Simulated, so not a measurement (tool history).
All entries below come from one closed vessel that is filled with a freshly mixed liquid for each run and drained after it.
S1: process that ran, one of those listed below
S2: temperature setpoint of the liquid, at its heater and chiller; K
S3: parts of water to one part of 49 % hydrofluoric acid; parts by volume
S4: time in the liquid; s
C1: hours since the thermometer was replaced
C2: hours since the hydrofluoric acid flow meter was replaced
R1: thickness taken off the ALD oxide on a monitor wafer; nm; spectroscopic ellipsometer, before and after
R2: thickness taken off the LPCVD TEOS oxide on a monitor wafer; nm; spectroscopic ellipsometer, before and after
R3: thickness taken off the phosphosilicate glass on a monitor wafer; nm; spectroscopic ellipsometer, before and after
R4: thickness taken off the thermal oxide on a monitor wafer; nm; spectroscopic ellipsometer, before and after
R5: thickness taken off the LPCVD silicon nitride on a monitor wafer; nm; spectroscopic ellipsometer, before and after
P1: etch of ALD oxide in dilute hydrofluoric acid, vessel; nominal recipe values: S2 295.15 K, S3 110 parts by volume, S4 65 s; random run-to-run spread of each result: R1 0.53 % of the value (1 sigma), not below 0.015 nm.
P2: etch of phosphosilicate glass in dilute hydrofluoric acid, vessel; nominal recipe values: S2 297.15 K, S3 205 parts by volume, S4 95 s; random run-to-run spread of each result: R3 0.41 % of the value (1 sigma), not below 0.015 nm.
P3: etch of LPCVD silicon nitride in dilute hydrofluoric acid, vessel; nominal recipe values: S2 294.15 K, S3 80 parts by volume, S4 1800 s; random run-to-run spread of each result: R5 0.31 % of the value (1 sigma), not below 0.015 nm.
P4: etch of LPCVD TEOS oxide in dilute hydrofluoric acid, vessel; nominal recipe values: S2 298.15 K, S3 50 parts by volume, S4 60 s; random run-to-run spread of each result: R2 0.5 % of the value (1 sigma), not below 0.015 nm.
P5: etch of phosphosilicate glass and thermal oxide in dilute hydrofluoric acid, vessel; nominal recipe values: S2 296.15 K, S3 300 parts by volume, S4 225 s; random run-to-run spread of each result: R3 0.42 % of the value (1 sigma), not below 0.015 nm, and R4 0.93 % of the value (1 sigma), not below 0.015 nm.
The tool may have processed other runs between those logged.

run,hour,S1,S2,S3,S4,C1,C2,R1,R2,R3,R4,R5
1,2.5,P1,295.15,110,65,415.4,1263.6,6.5520,,,,
2,6.5,P4,298.15,50,115,419.4,1267.6,,75.006,,,
3,10.2,P5,296.15,300,440,423.1,1271.3,,,67.537,5.3940,
4,14.5,P3,294.15,20,1800,427.4,1275.6,,,,,38.2730
5,17.3,P2,297.15,205,95,430.2,1278.4,,,24.809,,
6,20.3,P1,295.15,170,65,433.2,1281.4,3.9223,,,,
7,24.6,P2,297.15,205,180,437.5,1285.7,,,47.137,,
8,29.1,P1,295.15,110,30,442.0,1290.2,2.9941,,,,
9,33.1,P5,296.15,300,225,446.0,1294.2,,,34.327,2.7713,
10,37.6,P2,297.15,205,95,450.5,1298.7,,,24.933,,
11,40.1,P1,299.65,65,65,453.0,1301.2,13.9130,,,,
12,42.3,P1,295.15,110,65,455.2,1303.4,6.4984,,,,
13,44.3,P4,306.15,50,60,457.2,1305.4,,53.794,,,
14,48.2,P3,290.15,80,1800,461.1,1309.3,,,,,7.5711
15,52.6,P1,295.15,50,65,465.5,1313.7,15.3390,,,,
16,55.7,P1,295.15,110,65,468.6,1316.8,6.4959,,,,
17,59.2,P2,297.15,85,95,472.1,1320.3,,,68.784,,
18,63.1,P1,295.15,110,65,476.0,1324.2,6.5108,,,,
19,65.1,P1,300.15,110,65,478.0,1326.2,7.8458,,,,
20,67.2,P1,290.15,110,65,480.1,1328.3,5.3101,,,,
21,70.1,P4,298.15,50,60,483.0,1331.2,,39.582,,,
22,73.9,P1,295.15,110,65,486.8,1335.0,6.5500,,,,
23,76.5,P2,303.15,205,95,489.4,1337.6,,,30.809,,
24,78.5,P4,298.15,75,60,491.4,1339.6,,25.390,,,
25,81.3,P1,303.15,190,65,494.2,1342.4,4.6054,,,,
26,84.7,P5,296.15,300,225,497.6,1345.8,,,34.563,2.8244,
27,88.1,P5,296.15,90,225,501.0,1349.2,,,143.220,11.5740,
28,90.5,P5,292.15,300,225,503.4,1351.6,,,29.997,2.4110,
29,94.4,P3,294.15,80,1800,507.3,1355.5,,,,,9.9709
30,97.6,P3,294.15,80,3300,510.5,1358.7,,,,,18.2900
31,101.1,P4,298.15,50,60,514.0,1362.2,,39.028,,,
32,103.2,P1,295.15,110,110,516.1,1364.3,10.9770,,,,
33,106.5,P1,295.15,110,65,519.4,1367.6,6.5846,,,,
34,110.1,P1,295.15,110,65,523.0,1371.2,6.3447,,,,
35,112.6,P1,295.15,110,65,525.5,1373.7,6.2334,,,,
36,115.4,P1,295.15,110,65,528.3,1376.5,6.1382,,,,
37,119.6,P1,295.15,110,65,532.5,1380.7,6.0816,,,,
38,121.9,P1,295.15,110,65,534.8,1383.0,6.0269,,,,
39,125.0,P1,295.15,110,65,537.9,1386.1,6.0009,,,,
40,127.2,P1,295.15,110,65,540.1,1388.3,6.0231,,,,
41,129.8,P1,295.15,110,65,542.7,1390.9,5.9673,,,,
42,132.2,P1,295.15,110,65,545.1,1393.3,5.9625,,,,
43,135.1,P1,295.15,110,65,548.0,1396.2,5.9114,,,,
44,138.9,P1,295.15,110,65,551.8,1400.0,5.9232,,,,

The log shows P1 creeping away from where it was. Any of the 2 causes listed here, at the size stated for it, fits the log just as well as the others:
A: hydrofluoric acid flow below the setpoint (%) = 7.52
B: liquid colder than its thermometer reads (K) = 2.19
At approximately hour 106.5, the process output began to creep.

The check runs listed below each take one wafer, and their results are still question marks. Under which run would the listed causes lead to clearly different results?
check 1,142.7,P4,304.65,50,100,,,,?,,,
check 2,142.7,P2,297.15,120,140,,,,,?,,
check 3,142.7,P3,290.15,25,1800,,,,,,,?
check 4,142.7,P5,296.15,150,425,,,,,?,?,

Expected result of each check under each candidate cause:
check,result,if A,if B
check 1,R2,77.801,77.728
check 2,R3,62.872,63.082
check 3,R5,21.5700,19.8350
check 4,R3,138.230,139.090
check 4,R4,11.2450,11.3150
Minimum pairwise separation of causes per check, each pair taken at its best-separating result: check 1 0.09 %; check 2 0.33 %; check 3 8.39 %; check 4 0.62 %
Check 3 distinguishes between the causes, while the remaining checks would return nearly the same result for all of them.

After running check 3, the following was obtained: R5 19.7760 nm. Which cause does this point to?

Of the candidate causes, it is B: liquid colder than its thermometer reads (K).
